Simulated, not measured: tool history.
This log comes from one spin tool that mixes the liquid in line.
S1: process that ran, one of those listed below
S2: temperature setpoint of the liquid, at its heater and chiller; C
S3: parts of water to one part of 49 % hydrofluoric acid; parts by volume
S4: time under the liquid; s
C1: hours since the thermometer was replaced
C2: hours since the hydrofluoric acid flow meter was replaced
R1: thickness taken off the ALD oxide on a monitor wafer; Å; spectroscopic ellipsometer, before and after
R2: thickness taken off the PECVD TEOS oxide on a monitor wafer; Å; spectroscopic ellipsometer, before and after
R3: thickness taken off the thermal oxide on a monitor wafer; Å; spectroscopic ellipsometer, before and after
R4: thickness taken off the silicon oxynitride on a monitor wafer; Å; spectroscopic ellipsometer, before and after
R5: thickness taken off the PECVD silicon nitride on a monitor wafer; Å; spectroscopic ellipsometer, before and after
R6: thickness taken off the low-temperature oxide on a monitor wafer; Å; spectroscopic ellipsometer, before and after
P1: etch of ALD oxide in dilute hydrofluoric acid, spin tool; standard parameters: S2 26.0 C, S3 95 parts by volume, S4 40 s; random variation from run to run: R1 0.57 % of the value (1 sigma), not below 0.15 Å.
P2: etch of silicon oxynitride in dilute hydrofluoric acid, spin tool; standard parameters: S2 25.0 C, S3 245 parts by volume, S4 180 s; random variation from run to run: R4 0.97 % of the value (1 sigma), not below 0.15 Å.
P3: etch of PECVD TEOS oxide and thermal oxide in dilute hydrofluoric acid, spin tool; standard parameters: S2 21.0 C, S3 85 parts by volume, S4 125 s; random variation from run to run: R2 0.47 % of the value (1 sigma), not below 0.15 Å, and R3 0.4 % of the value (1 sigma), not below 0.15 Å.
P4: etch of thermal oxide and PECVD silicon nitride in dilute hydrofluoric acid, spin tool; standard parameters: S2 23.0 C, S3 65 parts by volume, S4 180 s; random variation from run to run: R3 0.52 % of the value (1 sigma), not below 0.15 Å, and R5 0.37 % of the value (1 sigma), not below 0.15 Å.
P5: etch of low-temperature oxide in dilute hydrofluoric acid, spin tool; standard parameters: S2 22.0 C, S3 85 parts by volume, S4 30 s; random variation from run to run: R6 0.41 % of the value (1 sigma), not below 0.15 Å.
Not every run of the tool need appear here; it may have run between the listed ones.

run	hour	S1	S2	S3	S4	C1	C2	R1	R2	R3	R4	R5	R6
1	3.9	P1	26.0	95	40	836.9	1400.5	143.850					
2	8.8	P3	21.0	85	125	841.8	1405.4		277.86	60.649			
3	11.4	P2	25.0	120	180	844.4	1408.0				59.788		
4	14.6	P4	27.0	65	180	847.6	1411.2			149.880		90.520	
5	18.7	P1	26.0	180	40	851.7	1415.3	68.037					
# hour 21.7: hydrofluoric acid flow meter replaced
6	23.2	P1	26.0	95	15	856.2	1.5	52.967					
7	27.2	P4	23.0	30	180	860.2	5.5			290.690		147.280	
8	30.1	P5	22.0	85	30	863.1	8.4						114.320
9	33.1	P2	25.0	245	345	866.1	11.4				51.634		
10	36.6	P2	25.0	245	180	869.6	14.9				25.693		
11	38.8	P3	21.0	85	125	871.8	17.1		276.98	60.552			
12	43.4	P1	26.0	95	40	876.4	21.7	143.790					
13	47.7	P4	23.0	65	180	880.7	26.0			127.330		68.983	
14	51.7	P5	17.0	85	30	884.7	30.0						93.185
15	54.1	P3	21.0	85	70	887.1	32.4		154.37	33.638			
16	58.4	P1	26.0	95	80	891.4	36.7	286.710					
17	60.6	P5	22.0	85	50	893.6	38.9						190.700
18	65.0	P2	30.5	245	180	898.0	43.3				33.716		
19	69.2	P1	26.0	160	15	902.2	47.5	28.904					
20	73.8	P1	22.0	95	40	906.8	52.1	120.900					
21	76.7	P1	26.0	95	40	909.7	55.0	142.200					
22	81.4	P3	21.0	20	125	914.4	59.7		1262.10	277.230			
23	85.1	P1	33.0	95	40	918.1	63.4	186.980					
24	89.2	P1	26.0	95	40	922.2	67.5	142.850					
25	92.6	P3	17.0	85	125	925.6	70.9		232.71	51.712			

What will run 26 give?
26	97.2	P1	26.0	35	40	930.2	75.5	?					

R1: 423.990 Å
